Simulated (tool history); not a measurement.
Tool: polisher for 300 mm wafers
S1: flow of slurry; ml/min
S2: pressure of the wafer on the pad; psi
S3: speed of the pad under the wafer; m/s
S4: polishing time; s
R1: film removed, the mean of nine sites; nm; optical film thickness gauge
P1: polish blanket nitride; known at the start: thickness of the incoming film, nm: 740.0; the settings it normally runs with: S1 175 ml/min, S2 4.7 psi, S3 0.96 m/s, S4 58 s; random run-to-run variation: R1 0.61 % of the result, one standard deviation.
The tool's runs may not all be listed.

run 1 hour=8.1 | S1=175 S2=4.7 S3=0.96 S4=58 | R1=119.51
run 2 hour=14.2 | S1=175 S2=4.7 S3=0.96 S4=78 | R1=159.77
run 3 hour=21.4 | S1=105 S2=4.7 S3=0.96 S4=58 | R1=108.55
run 4 hour=28.1 | S1=175 S2=4.7 S3=0.44 S4=58 | R1=63.91
run 5 hour=36.1 | S1=175 S2=5.8 S3=0.74 S4=58 | R1=118.46
run 6 hour=42.9 | S1=175 S2=4.7 S3=0.96 S4=26 | R1=53.412
run 7 hour=50.1 | S1=175 S2=4.7 S3=1.46 S4=58 | R1=166.06
run 8 hour=57.4 | S1=175 S2=2.4 S3=0.96 S4=58 | R1=60.353
run 9 hour=62.6 | S1=175 S2=4.7 S3=0.96 S4=58 | R1=118.76
-- hour=66.5 worn pad replaced by a new one
run 10 hour=70.8 | S1=225 S2=6.9 S3=0.96 S4=58 | R1=178.79
run 11 hour=80.2 | S1=175 S2=4.7 S3=0.96 S4=58 | R1=118.88
run 12 hour=86.6 | S1=175 S2=7.3 S3=0.96 S4=58 | R1=185.07
run 13 hour=92.8 | S1=175 S2=4.7 S3=0.96 S4=58 | R1=119.62
run 14 hour=100.2 | S1=230 S2=4.7 S3=0.96 S4=58 | R1=123.03

For run 15, what comes out?
run 15 hour=108.8 | S1=175 S2=4.7 S3=0.96 S4=58 | R1=?

R1: 118.04 nm

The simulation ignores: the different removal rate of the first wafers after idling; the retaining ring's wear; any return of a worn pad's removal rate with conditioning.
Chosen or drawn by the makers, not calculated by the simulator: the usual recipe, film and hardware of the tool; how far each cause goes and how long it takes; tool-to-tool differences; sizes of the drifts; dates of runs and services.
